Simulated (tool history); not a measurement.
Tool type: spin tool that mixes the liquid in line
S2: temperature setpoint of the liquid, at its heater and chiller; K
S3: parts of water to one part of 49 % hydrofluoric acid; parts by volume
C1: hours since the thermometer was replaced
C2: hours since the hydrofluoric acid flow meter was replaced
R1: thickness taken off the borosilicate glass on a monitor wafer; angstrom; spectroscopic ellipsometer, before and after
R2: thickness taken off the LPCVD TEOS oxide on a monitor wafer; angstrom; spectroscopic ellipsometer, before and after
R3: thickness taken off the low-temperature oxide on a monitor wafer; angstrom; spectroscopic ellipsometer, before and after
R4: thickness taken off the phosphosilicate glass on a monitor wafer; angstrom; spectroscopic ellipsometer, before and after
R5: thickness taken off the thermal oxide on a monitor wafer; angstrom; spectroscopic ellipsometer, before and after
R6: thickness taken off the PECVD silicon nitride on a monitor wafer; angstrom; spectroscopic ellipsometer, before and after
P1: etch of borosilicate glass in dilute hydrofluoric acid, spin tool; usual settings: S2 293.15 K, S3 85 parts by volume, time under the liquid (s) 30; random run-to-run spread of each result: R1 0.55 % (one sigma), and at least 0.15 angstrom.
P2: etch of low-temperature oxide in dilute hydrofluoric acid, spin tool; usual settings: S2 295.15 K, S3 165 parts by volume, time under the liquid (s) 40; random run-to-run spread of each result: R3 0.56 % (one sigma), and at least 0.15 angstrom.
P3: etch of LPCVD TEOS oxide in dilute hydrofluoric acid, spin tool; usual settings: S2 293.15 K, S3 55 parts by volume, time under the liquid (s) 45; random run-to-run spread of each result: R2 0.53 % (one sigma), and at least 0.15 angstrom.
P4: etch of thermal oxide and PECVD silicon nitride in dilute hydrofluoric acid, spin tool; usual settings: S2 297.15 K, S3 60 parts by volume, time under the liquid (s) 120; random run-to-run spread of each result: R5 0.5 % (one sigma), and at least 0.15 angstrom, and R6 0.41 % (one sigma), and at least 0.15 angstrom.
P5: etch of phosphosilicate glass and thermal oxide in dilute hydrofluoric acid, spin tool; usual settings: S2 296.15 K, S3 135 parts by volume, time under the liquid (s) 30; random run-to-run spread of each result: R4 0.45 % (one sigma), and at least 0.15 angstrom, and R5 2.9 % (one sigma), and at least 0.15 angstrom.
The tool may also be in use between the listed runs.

Run 1, hour 11.2: process that ran P1, S2 293.15 K, S3 85 parts by volume, time under the liquid (s) 30; C1 781.4; C2 324.7. Result: R1 164.280 angstrom.
Run 2, hour 21.8: process that ran P3, S2 293.15 K, S3 55 parts by volume, time under the liquid (s) 45; C1 792.0; C2 335.3. Result: R2 313.87 angstrom.
Run 3, hour 33.9: process that ran P1, S2 293.15 K, S3 140 parts by volume, time under the liquid (s) 55; C1 804.1; C2 347.4. Result: R1 172.550 angstrom.
Run 4, hour 51.5: process that ran P1, S2 293.15 K, S3 85 parts by volume, time under the liquid (s) 30; C1 821.7; C2 365.0. Result: R1 163.990 angstrom.
Run 5, hour 67.7: process that ran P2, S2 295.15 K, S3 165 parts by volume, time under the liquid (s) 70; C1 837.9; C2 381.2. Result: R3 117.600 angstrom.
Run 6, hour 85.0: process that ran P1, S2 300.65 K, S3 85 parts by volume, time under the liquid (s) 30; C1 855.2; C2 398.5. Result: R1 219.730 angstrom.
Run 7, hour 93.9: process that ran P2, S2 290.15 K, S3 165 parts by volume, time under the liquid (s) 40; C1 864.1; C2 407.4. Result: R3 55.600 angstrom.
Run 8, hour 106.3: process that ran P3, S2 293.15 K, S3 55 parts by volume, time under the liquid (s) 15; C1 876.5; C2 419.8. Result: R2 104.87 angstrom.
Run 9, hour 122.1: process that ran P2, S2 295.15 K, S3 265 parts by volume, time under the liquid (s) 40; C1 892.3; C2 435.6. Result: R3 37.914 angstrom.
Run 10, hour 130.4: process that ran P1, S2 293.15 K, S3 85 parts by volume, time under the liquid (s) 60; C1 900.6; C2 443.9. Result: R1 328.630 angstrom.
Run 11, hour 142.4: process that ran P1, S2 293.15 K, S3 85 parts by volume, time under the liquid (s) 30; C1 912.6; C2 455.9. Result: R1 164.430 angstrom.
Run 12, hour 156.4: process that ran P2, S2 295.15 K, S3 165 parts by volume, time under the liquid (s) 40; C1 926.6; C2 469.9. Result: R3 67.658 angstrom.
Run 13, hour 165.3: process that ran P1, S2 293.15 K, S3 85 parts by volume, time under the liquid (s) 30; C1 935.5; C2 478.8. Result: R1 164.980 angstrom.
Run 14, hour 176.7: process that ran P5, S2 304.15 K, S3 135 parts by volume, time under the liquid (s) 30; C1 946.9; C2 490.2. Result: R4 185.60 angstrom, R5 12.3370 angstrom.
Run 15, hour 190.0: process that ran P1, S2 293.15 K, S3 130 parts by volume, time under the liquid (s) 30; C1 960.2; C2 503.5. Result: R1 101.190 angstrom.
Run 16, hour 206.7: process that ran P5, S2 296.15 K, S3 25 parts by volume, time under the liquid (s) 30; C1 976.9; C2 520.2. Result: R4 843.57 angstrom, R5 58.5690 angstrom.
Run 17, hour 216.7: process that ran P4, S2 297.15 K, S3 60 parts by volume, time under the liquid (s) 180; C1 986.9; C2 530.2. Result: R5 149.5300 angstrom, R6 110.470 angstrom.
Run 18, hour 227.1: process that ran P1, S2 293.15 K, S3 85 parts by volume, time under the liquid (s) 15; C1 997.3; C2 540.6. Result: R1 81.527 angstrom.
Run 19, hour 240.2: process that ran P3, S2 293.15 K, S3 80 parts by volume, time under the liquid (s) 45; C1 1010.4; C2 553.7. Result: R2 206.83 angstrom.
Run 20, hour 248.6: process that ran P1, S2 293.15 K, S3 115 parts by volume, time under the liquid (s) 50; C1 1018.8; C2 562.1. Result: R1 195.880 angstrom.
Run 21, hour 264.1: process that ran P5, S2 296.15 K, S3 135 parts by volume, time under the liquid (s) 50; C1 1034.3; C2 577.6. Result: R4 228.20 angstrom, R5 16.0020 angstrom.
Run 22, hour 278.7: process that ran P4, S2 297.15 K, S3 25 parts by volume, time under the liquid (s) 120; C1 1048.9; C2 592.2. Result: R5 251.9900 angstrom, R6 173.380 angstrom.
Run 23, hour 291.3: process that ran P1, S2 290.15 K, S3 85 parts by volume, time under the liquid (s) 30; C1 1061.5; C2 604.8. Result: R1 144.240 angstrom.
Run 24, hour 306.8: process that ran P4, S2 290.15 K, S3 60 parts by volume, time under the liquid (s) 120; C1 1077.0; C2 620.3. Result: R5 73.2640 angstrom, R6 45.400 angstrom.
Run 25, hour 316.4: process that ran P5, S2 296.15 K, S3 135 parts by volume, time under the liquid (s) 30; C1 1086.6; C2 629.9. Result: R4 138.31 angstrom, R5 9.6013 angstrom.
Run 26, hour 325.4: process that ran P1, S2 293.15 K, S3 45 parts by volume, time under the liquid (s) 30; C1 1095.6; C2 638.9. Result: R1 323.980 angstrom.
Run 27, hour 334.3: process that ran P1, S2 293.15 K, S3 85 parts by volume, time under the liquid (s) 30; C1 1104.5; C2 647.8. Result: R1 165.650 angstrom.
Run 28, hour 345.6: process that ran P1, S2 293.15 K, S3 85 parts by volume, time under the liquid (s) 30; C1 1115.8; C2 659.1. Result: R1 163.840 angstrom.
Run 29, hour 359.7: process that ran P4, S2 297.15 K, S3 60 parts by volume, time under the liquid (s) 120; C1 1129.9; C2 673.2. Result: R5 99.4070 angstrom, R6 73.275 angstrom.
Run 30, hour 377.4: process that ran P3, S2 290.15 K, S3 55 parts by volume, time under the liquid (s) 45; C1 1147.6; C2 690.9. Result: R2 274.92 angstrom.
Run 31, hour 394.2: process that ran P1, S2 293.15 K, S3 85 parts by volume, time under the liquid (s) 30; C1 1164.4; C2 707.7. Result: R1 166.270 angstrom.
Run 32, hour 405.7: process that ran P1, S2 293.15 K, S3 85 parts by volume, time under the liquid (s) 30; C1 1175.9; C2 719.2. Result: R1 167.850 angstrom.
Run 33, hour 414.0: process that ran P1, S2 293.15 K, S3 85 parts by volume, time under the liquid (s) 30; C1 1184.2; C2 727.5. Result: R1 169.840 angstrom.
Run 34, hour 427.9: process that ran P1, S2 293.15 K, S3 85 parts by volume, time under the liquid (s) 30; C1 1198.1; C2 741.4. Result: R1 172.240 angstrom.
Run 35, hour 445.6: process that ran P1, S2 293.15 K, S3 85 parts by volume, time under the liquid (s) 30; C1 1215.8; C2 759.1. Result: R1 174.720 angstrom.
Run 36, hour 463.3: process that ran P1, S2 293.15 K, S3 85 parts by volume, time under the liquid (s) 30; C1 1233.5; C2 776.8. Result: R1 176.700 angstrom.
Run 37, hour 473.1: process that ran P1, S2 293.15 K, S3 85 parts by volume, time under the liquid (s) 30; C1 1243.3; C2 786.6. Result: R1 175.430 angstrom.
Run 38, hour 483.1: process that ran P1, S2 293.15 K, S3 85 parts by volume, time under the liquid (s) 30; C1 1253.3; C2 796.6. Result: R1 176.560 angstrom.
Run 39, hour 498.3: process that ran P1, S2 293.15 K, S3 85 parts by volume, time under the liquid (s) 30; C1 1268.5; C2 811.8. Result: R1 176.340 angstrom.
Run 40, hour 514.5: process that ran P1, S2 293.15 K, S3 85 parts by volume, time under the liquid (s) 30; C1 1284.7; C2 828.0. Result: R1 177.830 angstrom.

P1 has crept away from where it was. The log is fitted equally well by each of these 2 causes, at the sizes shown:
A: liquid hotter than its thermometer reads (K) = 1.79
B: hydrofluoric acid flow above the setpoint (%) = 6.97
Onset of the creep was near hour 394.2.

Which of the 4 check runs listed below separates the causes, so that each cause would produce a clearly different result? Each run uses one wafer, and its results are marked with question marks.
Run check 1, hour 530.7: process that ran P2, S2 295.15 K, S3 165 parts by volume, time under the liquid (s) 40. Result: R3 ?.
Run check 2, hour 530.7: process that ran P3, S2 293.15 K, S3 55 parts by volume, time under the liquid (s) 45. Result: R2 ?.
Run check 3, hour 530.7: process that ran P4, S2 297.15 K, S3 60 parts by volume, time under the liquid (s) 120. Result: R5 ?, R6 ?.
Run check 4, hour 530.7: process that ran P5, S2 296.15 K, S3 135 parts by volume, time under the liquid (s) 30. Result: R4 ?, R5 ?.

Check results expected under each cause:
  check  result      if A      if B
check 1      R3    72.321    73.081
check 2      R2    337.52    336.30
check 3      R5  107.0600  107.0600
check 3      R6    82.978    78.679
check 4      R4    147.26    148.48
check 4      R5   10.2830   10.3690
Distance between the nearest two causes, measured in the result of the check that separates them most: check 1 1.04 %; check 2 0.36 %; check 3 5.32 %; check 4 0.83 %
The causes can be told apart only by check 3. The other checks would give nearly the same results under each of them.

Check 3 has now been run. It gave: R5 107.6700 angstrom; R6 78.389 angstrom. Which of the candidate causes is it?

B is the cause: hydrofluoric acid flow above the setpoint (%).
